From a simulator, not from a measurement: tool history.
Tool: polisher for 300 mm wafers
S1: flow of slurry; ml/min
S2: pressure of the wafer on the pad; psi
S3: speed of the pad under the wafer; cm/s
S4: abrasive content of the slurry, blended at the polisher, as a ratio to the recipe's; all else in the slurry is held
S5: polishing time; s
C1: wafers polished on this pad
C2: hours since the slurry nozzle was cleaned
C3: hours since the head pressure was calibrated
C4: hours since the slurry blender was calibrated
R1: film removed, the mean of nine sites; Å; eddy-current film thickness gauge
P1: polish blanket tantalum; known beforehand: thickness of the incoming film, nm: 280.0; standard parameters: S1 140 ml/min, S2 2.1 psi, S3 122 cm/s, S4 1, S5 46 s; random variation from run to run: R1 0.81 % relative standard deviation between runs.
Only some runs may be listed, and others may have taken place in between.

run,hour,S1,S2,S3,S4,S5,C1,C2,C3,C4,R1
1,10.1,140,2.1,122,1,46,362,126.4,226.6,256,852.02
2,27.4,140,3.2,122,1,46,483,143.7,243.9,273.3,1278.3
3,40.5,140,2.1,66,1,46,575,156.8,257,286.4,455.21
# hour 50.2: slurry blender recalibrated
4,52.5,140,2.1,122,1,32,659,168.8,269,2.4,592.65
5,68.9,140,2.1,122,0.5,46,774,185.2,285.4,18.8,659.31
6,83.3,140,2.1,180,1,46,875,199.6,299.8,33.2,1253.1
7,101.5,140,1.2,122,1,46,1002,217.8,318,51.4,481.77
8,117.5,90,2.1,122,1,46,1114,233.8,334,67.4,769.32
9,129,140,2.1,122,1,46,1194,245.3,345.5,78.9,861.53
10,141.9,140,2.1,122,1.35,46,1285,258.2,358.4,91.8,915.6
11,158.8,200,2.1,122,1,46,1403,275.1,375.3,108.7,888.69
12,171.5,140,2.1,122,1,46,1492,287.8,388,121.4,847.99
13,182.2,140,2.1,122,1,46,1567,298.5,398.7,132.1,860.66
14,196.4,140,2.1,122,1,67,1666,312.7,412.9,146.3,1235.1
15,207.5,140,2.7,122,1,34,1744,323.8,424,157.4,809.95
16,219,140,1.2,74,1,46,1824,335.3,435.5,168.9,295.09
17,234.3,140,2.1,122,1.35,66,1931,350.6,450.8,184.2,1330.3
18,244.5,140,2.1,122,1,46,2002,360.8,461,194.4,850.76
19,262.2,140,2.1,122,1,46,2126,378.5,478.7,212.1,830.44
20,273.2,140,2.1,122,1,46,2203,389.5,489.7,223.1,830.65
21,291.5,140,2.1,122,1,46,2331,407.8,508,241.4,805.62
22,300,140,2.1,122,1,46,2391,416.3,516.5,249.9,795.07
# hour 307.9: slurry nozzle cleaned
23,314.9,140,2.1,122,1,46,2495,7,531.4,264.8,805.77
24,330.3,140,2.1,122,1,46,2603,22.4,546.8,280.2,781.51
# hour 335.4: worn pad replaced by a new one
25,346.9,140,2.1,122,1,46,80,39,563.4,296.8,793.25
26,365.6,140,2.1,122,1,46,211,57.7,582.1,315.5,782.23
27,381.1,140,2.1,122,1,46,320,73.2,597.6,331,785.28
28,392,140,2.1,122,1,46,396,84.1,608.5,341.9,785

The output of P1 has drifted from where it used to be. Each of the 2 causes below, taken at the size shown beside it, accounts for the log equally well:
A: abrasive missing from the slurry, % = 23
B: head's pressure below its setpoint, % = 7.85
Creep in the process output first set in at about hour 244.5.
All other causes, with the reason each is excluded:
removal rate lost through wear of the pad, %: work on it at hour 335.4, done after the drift set in, did not restore what the process gave before
slurry flow missing at the pad, %: work on it at hour 307.9, done after the drift set in, did not restore what the process gave before

Below are 4 check runs, each averaged over 5 wafers, with their results shown as question marks. Which of them would give clearly different results depending on which cause is behind the drift?
check 1,402.9,140,2.1,122,1,34,,,,,?
check 2,402.9,140,2.1,80,0.65,46,,,,,?
check 3,402.9,140,2.5,122,1,58,,,,,?
check 4,402.9,140,2.1,172,1,46,,,,,?

What each check would give under each cause:
check,result,if A,if B
check 1,R1,579.35,579.43
check 2,R1,434.07,445.52
check 3,R1,1176.5,1176.7
check 4,R1,1105.1,1105.2
Per check, the gap between the least separated pair of causes, taken in the result that splits them most: check 1 0.01 %; check 2 2.6 %; check 3 0.01 %; check 4 0.01 %
Check 2 tells the causes apart: in the others they would give nearly the same result.

Then check 2 was run and gave: R1 446.58 Å. Which cause is it?

The cause is B: head's pressure below its setpoint, %.

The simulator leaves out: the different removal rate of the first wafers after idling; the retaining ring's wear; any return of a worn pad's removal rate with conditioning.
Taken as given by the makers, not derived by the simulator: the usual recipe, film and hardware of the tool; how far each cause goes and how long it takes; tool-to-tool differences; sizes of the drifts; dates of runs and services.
